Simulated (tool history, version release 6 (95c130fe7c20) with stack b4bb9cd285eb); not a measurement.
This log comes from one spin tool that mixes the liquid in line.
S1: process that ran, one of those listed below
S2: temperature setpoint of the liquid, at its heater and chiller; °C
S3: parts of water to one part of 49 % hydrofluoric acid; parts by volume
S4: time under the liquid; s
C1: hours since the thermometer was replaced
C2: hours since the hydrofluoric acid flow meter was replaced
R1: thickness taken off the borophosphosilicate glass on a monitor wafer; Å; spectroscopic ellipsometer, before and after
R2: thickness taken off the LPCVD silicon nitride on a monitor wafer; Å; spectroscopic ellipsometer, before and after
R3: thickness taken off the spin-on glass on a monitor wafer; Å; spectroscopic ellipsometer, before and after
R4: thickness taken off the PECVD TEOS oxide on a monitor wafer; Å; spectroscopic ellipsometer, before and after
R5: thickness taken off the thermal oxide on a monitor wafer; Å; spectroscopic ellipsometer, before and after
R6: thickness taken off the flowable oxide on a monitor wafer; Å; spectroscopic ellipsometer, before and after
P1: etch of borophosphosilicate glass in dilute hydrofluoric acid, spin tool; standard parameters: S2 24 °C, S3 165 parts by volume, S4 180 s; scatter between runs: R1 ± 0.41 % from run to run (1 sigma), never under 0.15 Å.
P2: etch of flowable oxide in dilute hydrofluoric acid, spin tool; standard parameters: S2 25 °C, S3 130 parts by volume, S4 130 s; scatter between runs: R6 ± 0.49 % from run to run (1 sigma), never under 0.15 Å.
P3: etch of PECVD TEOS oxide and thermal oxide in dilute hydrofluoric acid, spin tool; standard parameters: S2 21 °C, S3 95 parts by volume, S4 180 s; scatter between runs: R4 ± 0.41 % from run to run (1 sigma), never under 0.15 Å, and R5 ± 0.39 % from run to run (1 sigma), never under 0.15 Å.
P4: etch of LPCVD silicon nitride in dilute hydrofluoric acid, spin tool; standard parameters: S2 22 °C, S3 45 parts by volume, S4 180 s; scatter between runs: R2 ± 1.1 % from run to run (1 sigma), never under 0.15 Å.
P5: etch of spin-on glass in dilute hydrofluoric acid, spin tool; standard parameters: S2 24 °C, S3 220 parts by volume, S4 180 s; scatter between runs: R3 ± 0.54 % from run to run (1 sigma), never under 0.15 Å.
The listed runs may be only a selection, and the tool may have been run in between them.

run	hour	S1	S2	S3	S4	C1	C2	R1	R2	R3	R4	R5	R6
1	5	P1	24	165	180	908.1	354.6	274.06					
2	8.4	P1	24	80	180	911.5	358	621.64					
3	11.5	P1	24	165	180	914.6	361.1	269.63					
4	15.1	P4	22	45	335	918.2	364.7		36.617				
5	18.8	P5	24	220	180	921.9	368.4			242.43			
6	22.9	P4	22	45	180	926	372.5		19.906				
7	27.7	P1	24	165	345	930.8	377.3	519					
8	32.6	P5	29	220	180	935.7	382.2			290.62			
9	37.3	P1	24	165	45	940.4	386.9	67.747					
10	40.5	P3	29	95	180	943.6	390.1				224.17	102.88	
11	44.6	P3	21	155	180	947.7	394.2				93.879	43.218	
12	48.1	P3	21	95	180	951.2	397.7				162.27	74.426	
13	52	P3	21	95	180	955.1	401.6				162.61	75.278	
14	56.2	P1	24	235	180	959.3	405.8	176.85					
15	60.3	P2	25	130	130	963.4	409.9						394.92
16	64	P2	25	130	130	967.1	413.6						394.74
17	66.3	P2	25	35	130	969.4	415.9						1674.9
18	70	P4	22	25	180	973.1	419.6		34.498				
19	74.2	P1	24	165	180	977.3	423.8	269.5					
20	77.7	P1	18	165	180	980.8	427.3	214.75					
21	81.4	P4	22	45	180	984.5	431		19.852				
22	86.1	P3	21	95	345	989.2	435.7				310.53	144.12	
23	90.2	P1	24	165	180	993.3	439.8	272.88					
24	93.8	P1	29	165	180	996.9	443.4	325.16					
25	96.1	P5	24	220	180	999.2	445.7			245.35			
26	98.7	P2	25	130	255	1001.8	448.3						773.95
27	102.2	P1	28	250	180	1005.3	451.8	187.66					
28	106.5	P1	24	285	355	1009.6	456.1	272.03					
29	110	P4	26.5	45	180	1013.1	459.6		26.498				
30	114	P5	24	220	270	1017.1	463.6			365.88			
31	118.8	P5	24	60	180	1021.9	468.4			1068			
32	121.4	P2	32.5	130	130	1024.5	471						522.03
33	124.5	P1	24	165	180	1027.6	474.1	272.7					
34	127.5	P1	24	165	180	1030.6	477.1	279.98					
35	131.4	P1	24	165	180	1034.5	481	283.51					
36	135.1	P1	24	165	180	1038.2	484.7	286.1					
37	138.4	P1	24	165	180	1041.5	488	286.86					
38	142.7	P1	24	165	180	1045.8	492.3	287.74					
39	145.9	P1	24	165	180	1049	495.5	288.21					
40	150	P1	24	165	180	1053.1	499.6	291.24					

P1 has crept away from where it was. The log is fitted equally well by each of these 2 causes, at the sizes shown:
A: hydrofluoric acid flow above the setpoint (%) = 5.94
B: liquid hotter than its thermometer reads (K) = 1.82
Onset of the creep was near hour 124.5.

The 4 check runs listed below each average the results of 2 wafers, and their outcomes are marked with question marks. Under which run would the listed causes produce clearly different results?
check 1	154.1	P3	27.5	95	245						?	?	
check 2	154.1	P2	28.5	130	250								?
check 3	154.1	P4	22	25	180				?				
check 4	154.1	P5	24	105	180					?			

Check results expected under each cause:
check	result	if A	if B
check 1	R4	306.59	308.01
check 1	R5	141	141.66
check 2	R6	930.12	929.78
check 3	R2	36.776	39.447
check 4	R3	620	623.92
Separation of the two closest causes in each check, using whichever result separates them best: check 1 0.46 %; check 2 0.04 %; check 3 7.01 %; check 4 0.63 %
Only check 3 tells the causes apart: in the others they would give nearly the same result.

Then check 3 was run and gave: R2 36.812 Å. Which cause is it?

The cause is A: hydrofluoric acid flow above the setpoint (%).

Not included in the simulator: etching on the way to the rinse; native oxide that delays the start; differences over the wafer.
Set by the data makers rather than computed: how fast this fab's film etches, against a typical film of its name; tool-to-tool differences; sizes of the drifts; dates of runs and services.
